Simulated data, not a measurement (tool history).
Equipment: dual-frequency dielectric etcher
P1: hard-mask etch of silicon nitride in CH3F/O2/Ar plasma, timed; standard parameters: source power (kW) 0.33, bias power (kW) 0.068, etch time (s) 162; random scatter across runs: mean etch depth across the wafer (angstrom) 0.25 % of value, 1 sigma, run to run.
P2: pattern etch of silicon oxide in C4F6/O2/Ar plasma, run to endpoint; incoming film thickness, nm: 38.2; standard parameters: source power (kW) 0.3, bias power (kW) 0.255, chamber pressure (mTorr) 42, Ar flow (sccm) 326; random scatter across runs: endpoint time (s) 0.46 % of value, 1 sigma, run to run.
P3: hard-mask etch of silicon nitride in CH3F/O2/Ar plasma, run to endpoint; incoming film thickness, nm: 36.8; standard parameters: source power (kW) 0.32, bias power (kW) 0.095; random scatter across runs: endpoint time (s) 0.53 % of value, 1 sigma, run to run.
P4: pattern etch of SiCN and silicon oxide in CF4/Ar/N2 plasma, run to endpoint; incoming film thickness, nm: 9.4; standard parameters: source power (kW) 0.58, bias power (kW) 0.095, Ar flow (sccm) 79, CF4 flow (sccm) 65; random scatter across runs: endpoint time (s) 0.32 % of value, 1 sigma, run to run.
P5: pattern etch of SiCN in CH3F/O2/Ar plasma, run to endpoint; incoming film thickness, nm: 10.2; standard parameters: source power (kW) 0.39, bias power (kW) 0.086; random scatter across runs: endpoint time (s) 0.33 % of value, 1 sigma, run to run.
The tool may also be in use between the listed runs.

run	hour	process that ran	source power (kW)	bias power (kW)	etch time (s)	Ar flow (sccm)	CF4 flow (sccm)	chamber pressure (mTorr)	hours since the last wet clean	hours since the last source power generator calibration	hours since the last bias power generator calibration	mean etch depth across the wafer (angstrom)	endpoint time (s)
1	7.5	P1	0.33	0.068	162				396.4	1915	1010.3	1052.3	
2	12.5	P5	0.39	0.086					401.4	1920	1015.3		26.193
3	22.4	P3	0.32	0.095					411.3	1929.9	1025.2		52.268
4	31.5	P4	0.47	0.095		79	65		420.4	1939	1034.3		9.3162
5	36.4	P1	0.26	0.068	162				425.3	1943.9	1039.2	965.77	
6	42.8	P1	0.33	0.068	162				431.7	1950.3	1045.6	1056.9	
7	49.2	P2	0.3	0.255		326		42	438.1	1956.7	1052		12.672
8	58.8	P1	0.33	0.096	162				447.7	1966.3	1061.6	1191.3	
9	68.5	P1	0.33	0.068	162				457.4	1976	1071.3	1055.2	
10	77.6	P2	0.3	0.346		326		42	466.5	1985.1	1080.4		11.351
11	85.3	P4	0.58	0.071		79	65		474.2	1992.8	1088.1		8.51
12	92.1	P1	0.33	0.068	162				481	1999.6	1094.9	1055.1	
13	101.8	P4	0.58	0.095		51	65		490.7	2009.3	1104.6		7.3305
14	107.5	P5	0.39	0.086					496.4	2015	1110.3		26.18
15	116.5	P2	0.3	0.255		202		42	505.4	2024	1119.3		11.955
16	126.9	P3	0.32	0.061					515.8	2034.4	1129.7		60.859
17	132.1	P4	0.58	0.095		79	49		521	2039.6	1134.9		8.0662
18	141.3	P2	0.3	0.255		326		42	530.2	2048.8	1144.1		12.721
19	151.4	P1	0.33	0.068	162				540.3	2058.9	1154.2	1050.2	
20	156.6	P1	0.33	0.068	162				545.5	2064.1	1159.4	1053.3	
21	165.2	P3	0.41	0.095					554.1	2072.7	1168		47.583
22	172.4	P4	0.58	0.095		79	65		561.3	2079.9	1175.2		7.7507
23	180.2	P1	0.4	0.068	162				569.1	2087.7	1183	1133.2	
24	189.5	P1	0.21	0.068	214				578.4	2097	1192.3	1175.4	
25	196	P5	0.5	0.086					584.9	2103.5	1198.8		23.937
26	206.3	P1	0.33	0.068	113.5				595.2	2113.8	1209.1	737.48	
27	216.7	P1	0.33	0.055	162				605.6	2124.2	1219.5	978.65	
28	221.4	P2	0.3	0.255		326		30	610.3	2128.9	1224.2		12.247
29	229.3	P1	0.33	0.068	201				618.2	2136.8	1232.1	1303.1	
30	236.3	P1	0.42	0.068	112				625.2	2143.8	1239.1	798.83	
31	246	P5	0.39	0.106					634.9	2153.5	1248.8		24.22
32	252.4	P2	0.23	0.255		326		42	641.3	2159.9	1255.2		14.102
33	257.9	P1	0.33	0.068	162				646.8	2165.4	1260.7	1054.1	
34	264.2	P1	0.33	0.068	162				653.1	2171.7	1267	1049.5	
35	271.9	P1	0.33	0.068	162				660.8	2179.4	1274.7	1041.2	
36	279.8	P1	0.33	0.068	162				668.7	2187.3	1282.6	1044.3	
37	286.4	P1	0.33	0.068	162				675.3	2193.9	1289.2	1038.5	
# hour 290.4: wet clean of the chamber
38	291.9	P1	0.33	0.068	162				1.5	2199.4	1294.7	1037.1	
39	297.7	P1	0.33	0.068	162				7.3	2205.2	1300.5	1041.3	
40	303.8	P1	0.33	0.068	162				13.4	2211.3	1306.6	1034.4	
41	312.1	P1	0.33	0.068	162				21.7	2219.6	1314.9	1041.6	
42	316.8	P1	0.33	0.068	162				26.4	2224.3	1319.6	1036	
43	325.7	P1	0.33	0.068	162				35.3	2233.2	1328.5	1035.1	

The log shows P1 creeping away from where it was. Any of the 2 causes listed here, at the size stated for it, fits the log just as well as the others:
A: source power that arrives under what is set, % = 4.05
B: bias power that arrives under what is set, % = 4.47
The drift started at roughly hour 257.9.
Every other cause this tool's parts could produce, and why it does not fit the log:
chamber walls in a state that lowers the etch rate, %: serviced after onset, at hour 290.4, with no recovery of the prior output

Of the 4 check runs below, each run on 2 wafers with the results averaged and each result still a question mark, which one would tell the listed causes apart?
check 1	334.6	P5	0.45	0.1									?
check 2	334.6	P3	0.38	0.074									?
check 3	334.6	P4	0.58	0.095		66	52						?
check 4	334.6	P2	0.24	0.255		326		42					?

Expected result of each check under each candidate cause:
check	result	if A	if B
check 1	endpoint time (s)	23.844	23.887
check 2	endpoint time (s)	54.597	54.604
check 3	endpoint time (s)	8.0749	7.9097
check 4	endpoint time (s)	13.99	13.994
Per-check spread between the two closest causes, in the result where they differ most: check 1 0.18 %; check 2 0.01 %; check 3 2.07 %; check 4 0.03 %
Of the check runs offered, only check 3 discriminates between the causes; the rest would read about the same regardless of which cause applies.

The results of check 3 are: endpoint time (s) 7.9045. Based on these, which of the listed causes is it?

It was cause B: bias power that arrives under what is set, %.

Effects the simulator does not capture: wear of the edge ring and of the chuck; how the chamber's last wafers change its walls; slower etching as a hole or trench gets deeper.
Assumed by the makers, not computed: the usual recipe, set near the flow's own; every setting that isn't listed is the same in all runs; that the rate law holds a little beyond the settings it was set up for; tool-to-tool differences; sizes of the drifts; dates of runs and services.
